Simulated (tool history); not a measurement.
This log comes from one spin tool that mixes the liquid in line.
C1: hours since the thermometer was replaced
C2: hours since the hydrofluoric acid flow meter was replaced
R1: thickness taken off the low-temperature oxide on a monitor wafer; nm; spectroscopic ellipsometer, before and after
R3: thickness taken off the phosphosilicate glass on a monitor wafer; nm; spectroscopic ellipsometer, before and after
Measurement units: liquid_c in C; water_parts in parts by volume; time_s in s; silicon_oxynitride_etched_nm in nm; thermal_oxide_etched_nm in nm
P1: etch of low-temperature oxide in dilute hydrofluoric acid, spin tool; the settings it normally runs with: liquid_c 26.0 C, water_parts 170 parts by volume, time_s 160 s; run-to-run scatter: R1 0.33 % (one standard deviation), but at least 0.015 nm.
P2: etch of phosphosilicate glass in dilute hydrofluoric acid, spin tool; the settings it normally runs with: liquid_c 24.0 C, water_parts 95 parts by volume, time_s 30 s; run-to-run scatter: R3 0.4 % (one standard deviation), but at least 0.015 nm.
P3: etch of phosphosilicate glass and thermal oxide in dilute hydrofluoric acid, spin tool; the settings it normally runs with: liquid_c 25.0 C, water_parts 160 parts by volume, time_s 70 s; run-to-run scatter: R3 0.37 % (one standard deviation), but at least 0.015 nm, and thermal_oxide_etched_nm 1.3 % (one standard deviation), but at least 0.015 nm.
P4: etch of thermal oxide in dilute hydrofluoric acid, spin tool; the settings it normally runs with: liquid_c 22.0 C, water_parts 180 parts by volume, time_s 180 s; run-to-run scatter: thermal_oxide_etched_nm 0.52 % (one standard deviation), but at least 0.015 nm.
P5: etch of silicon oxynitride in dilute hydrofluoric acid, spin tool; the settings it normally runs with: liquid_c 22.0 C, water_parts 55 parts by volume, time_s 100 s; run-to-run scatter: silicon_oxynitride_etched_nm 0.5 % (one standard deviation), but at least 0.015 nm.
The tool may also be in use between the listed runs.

{"run": 1, "hour": 4.0, "process": "P1", "liquid_c": 26.0, "water_parts": 170, "time_s": 160, "C1": 128.0, "C2": 491.2, "R1": 16.369}
{"run": 2, "hour": 9.3, "process": "P1", "liquid_c": 26.0, "water_parts": 35, "time_s": 160, "C1": 133.3, "C2": 496.5, "R1": 94.677}
{"run": 3, "hour": 11.9, "process": "P1", "liquid_c": 26.0, "water_parts": 170, "time_s": 85, "C1": 135.9, "C2": 499.1, "R1": 8.7501}
{"run": 4, "hour": 17.8, "process": "P5", "liquid_c": 22.0, "water_parts": 55, "time_s": 200, "C1": 141.8, "C2": 505.0, "silicon_oxynitride_etched_nm": 8.9261}
{"run": 5, "hour": 21.5, "process": "P2", "liquid_c": 24.0, "water_parts": 95, "time_s": 45, "C1": 145.5, "C2": 508.7, "R3": 97.456}
{"run": 6, "hour": 25.8, "process": "P1", "liquid_c": 26.0, "water_parts": 270, "time_s": 160, "C1": 149.8, "C2": 513.0, "R1": 9.2227}
{"run": 7, "hour": 31.6, "process": "P1", "liquid_c": 33.0, "water_parts": 170, "time_s": 160, "C1": 155.6, "C2": 518.8, "R1": 20.941}
{"run": 8, "hour": 36.1, "process": "P1", "liquid_c": 26.0, "water_parts": 170, "time_s": 160, "C1": 160.1, "C2": 523.3, "R1": 16.357}
{"run": 9, "hour": 40.4, "process": "P3", "liquid_c": 17.0, "water_parts": 160, "time_s": 70, "C1": 164.4, "C2": 527.6, "R3": 40.139, "thermal_oxide_etched_nm": 1.4936}
{"run": 10, "hour": 44.6, "process": "P1", "liquid_c": 26.0, "water_parts": 170, "time_s": 160, "C1": 168.6, "C2": 531.8, "R1": 16.419}
{"run": 11, "hour": 49.2, "process": "P3", "liquid_c": 25.0, "water_parts": 60, "time_s": 70, "C1": 173.2, "C2": 536.4, "R3": 167.84, "thermal_oxide_etched_nm": 6.2533}
{"run": 12, "hour": 52.9, "process": "P1", "liquid_c": 22.0, "water_parts": 245, "time_s": 160, "C1": 176.9, "C2": 540.1, "R1": 9.0313}
{"run": 13, "hour": 56.9, "process": "P4", "liquid_c": 17.0, "water_parts": 180, "time_s": 180, "C1": 180.9, "C2": 544.1, "thermal_oxide_etched_nm": 3.3001}
{"run": 14, "hour": 61.9, "process": "P1", "liquid_c": 26.0, "water_parts": 170, "time_s": 160, "C1": 185.9, "C2": 549.1, "R1": 16.305}
{"run": 15, "hour": 66.4, "process": "P2", "liquid_c": 30.0, "water_parts": 95, "time_s": 30, "C1": 190.4, "C2": 553.6, "R3": 82.144}
{"run": 16, "hour": 72.0, "process": "P5", "liquid_c": 22.0, "water_parts": 30, "time_s": 100, "C1": 196.0, "C2": 559.2, "silicon_oxynitride_etched_nm": 8.3082}
{"run": 17, "hour": 76.9, "process": "P2", "liquid_c": 24.0, "water_parts": 95, "time_s": 30, "C1": 200.9, "C2": 564.1, "R3": 64.5}
{"run": 18, "hour": 79.7, "process": "P2", "liquid_c": 24.0, "water_parts": 150, "time_s": 30, "C1": 203.7, "C2": 566.9, "R3": 38.366}
{"run": 19, "hour": 82.5, "process": "P1", "liquid_c": 26.0, "water_parts": 170, "time_s": 255, "C1": 206.5, "C2": 569.7, "R1": 25.949}
{"run": 20, "hour": 86.6, "process": "P1", "liquid_c": 26.0, "water_parts": 170, "time_s": 160, "C1": 210.6, "C2": 573.8, "R1": 16.336}
{"run": 21, "hour": 89.3, "process": "P3", "liquid_c": 25.0, "water_parts": 160, "time_s": 70, "C1": 213.3, "C2": 576.5, "R3": 55.673, "thermal_oxide_etched_nm": 2.0594}
{"run": 22, "hour": 92.0, "process": "P5", "liquid_c": 17.0, "water_parts": 55, "time_s": 100, "C1": 216.0, "C2": 579.2, "silicon_oxynitride_etched_nm": 3.4832}
{"run": 23, "hour": 96.2, "process": "P1", "liquid_c": 26.0, "water_parts": 170, "time_s": 160, "C1": 220.2, "C2": 583.4, "R1": 16.379}
{"run": 24, "hour": 101.6, "process": "P4", "liquid_c": 22.0, "water_parts": 180, "time_s": 85, "C1": 225.6, "C2": 588.8, "thermal_oxide_etched_nm": 1.8698}
{"run": 25, "hour": 107.6, "process": "P5", "liquid_c": 22.0, "water_parts": 55, "time_s": 100, "C1": 231.6, "C2": 594.8, "silicon_oxynitride_etched_nm": 4.4571}
{"run": 26, "hour": 111.4, "process": "P4", "liquid_c": 22.0, "water_parts": 180, "time_s": 180, "C1": 235.4, "C2": 598.6, "thermal_oxide_etched_nm": 3.9674}
{"run": 27, "hour": 114.8, "process": "P4", "liquid_c": 22.0, "water_parts": 330, "time_s": 180, "C1": 238.8, "C2": 602.0, "thermal_oxide_etched_nm": 1.8591}
{"run": 28, "hour": 117.4, "process": "P1", "liquid_c": 20.5, "water_parts": 170, "time_s": 160, "C1": 241.4, "C2": 604.6, "R1": 13.341}
{"run": 29, "hour": 120.2, "process": "P3", "liquid_c": 25.0, "water_parts": 160, "time_s": 20, "C1": 244.2, "C2": 607.4, "R3": 15.856, "thermal_oxide_etched_nm": 0.57613}
{"run": 30, "hour": 123.6, "process": "P3", "liquid_c": 25.0, "water_parts": 160, "time_s": 70, "C1": 247.6, "C2": 610.8, "R3": 55.318, "thermal_oxide_etched_nm": 1.9834}
{"run": 31, "hour": 126.9, "process": "P1", "liquid_c": 22.0, "water_parts": 170, "time_s": 90, "C1": 250.9, "C2": 614.1, "R1": 7.8513}
{"run": 32, "hour": 129.7, "process": "P1", "liquid_c": 31.0, "water_parts": 170, "time_s": 40, "C1": 253.7, "C2": 616.9, "R1": 4.9013}
{"run": 33, "hour": 133.6, "process": "P1", "liquid_c": 26.0, "water_parts": 170, "time_s": 160, "C1": 257.6, "C2": 620.8, "R1": 16.407}
{"run": 34, "hour": 137.4, "process": "P1", "liquid_c": 26.0, "water_parts": 170, "time_s": 160, "C1": 261.4, "C2": 624.6, "R1": 16.671}
{"run": 35, "hour": 142.8, "process": "P1", "liquid_c": 26.0, "water_parts": 170, "time_s": 160, "C1": 266.8, "C2": 630.0, "R1": 17.117}
{"run": 36, "hour": 148.6, "process": "P1", "liquid_c": 26.0, "water_parts": 170, "time_s": 160, "C1": 272.6, "C2": 635.8, "R1": 17.327}
{"run": 37, "hour": 153.5, "process": "P1", "liquid_c": 26.0, "water_parts": 170, "time_s": 160, "C1": 277.5, "C2": 640.7, "R1": 17.555}
{"run": 38, "hour": 157.8, "process": "P1", "liquid_c": 26.0, "water_parts": 170, "time_s": 160, "C1": 281.8, "C2": 645.0, "R1": 17.669}
{"run": 39, "hour": 162.1, "process": "P1", "liquid_c": 26.0, "water_parts": 170, "time_s": 160, "C1": 286.1, "C2": 649.3, "R1": 17.652}
{"run": 40, "hour": 167.8, "process": "P1", "liquid_c": 26.0, "water_parts": 170, "time_s": 160, "C1": 291.8, "C2": 655.0, "R1": 17.637}
{"run": 41, "hour": 172.6, "process": "P1", "liquid_c": 26.0, "water_parts": 170, "time_s": 160, "C1": 296.6, "C2": 659.8, "R1": 17.767}
{"run": 42, "hour": 178.0, "process": "P1", "liquid_c": 26.0, "water_parts": 170, "time_s": 160, "C1": 302.0, "C2": 665.2, "R1": 17.728}

What P1 gives has crept off from where it sat before. The 2 causes that follow fit the log equally well, each at the size noted:
A: hydrofluoric acid flow above the setpoint (%) = 7.06
B: liquid hotter than its thermometer reads (K) = 2.23
The drift started at roughly hour 133.6.

The check runs listed below each take one wafer, and their results are still question marks. Under which run would the listed causes lead to clearly different results?
{"run": "check 1", "hour": 183.4, "process": "P4", "liquid_c": 22.0, "water_parts": 245, "time_s": 90, "thermal_oxide_etched_nm": "?"}
{"run": "check 2", "hour": 183.4, "process": "P3", "liquid_c": 22.0, "water_parts": 160, "time_s": 70, "R3": "?", "thermal_oxide_etched_nm": "?"}
{"run": "check 3", "hour": 183.4, "process": "P2", "liquid_c": 24.0, "water_parts": 145, "time_s": 45, "R3": "?"}
{"run": "check 4", "hour": 183.4, "process": "P5", "liquid_c": 17.0, "water_parts": 55, "time_s": 165, "silicon_oxynitride_etched_nm": "?"}

If the cause were each of the candidates in turn, the checks would give the following:
check=check_1 result=thermal_oxide_etched_nm if_A=1.48870 if_B=1.48380
check=check_2 result=R3 if_A=53.399 if_B=53.709
check=check_2 result=thermal_oxide_etched_nm if_A=1.96150 if_B=1.97290
check=check_3 result=R3 if_A=64.845 if_B=65.190
check=check_4 result=silicon_oxynitride_etched_nm if_A=6.1445 if_B=6.4146
Smallest distance between any two causes, each pair judged by its most separating result, in per cent: check 1 0.33 %; check 2 0.58 %; check 3 0.53 %; check 4 4.3 %
Check 4 distinguishes between the causes, while the remaining checks would return nearly the same result for all of them.

Running check 4 produced the following: silicon_oxynitride_etched_nm 6.1262 nm. Which one of the listed causes fits?

Of the candidate causes, it is A: hydrofluoric acid flow above the setpoint (%).
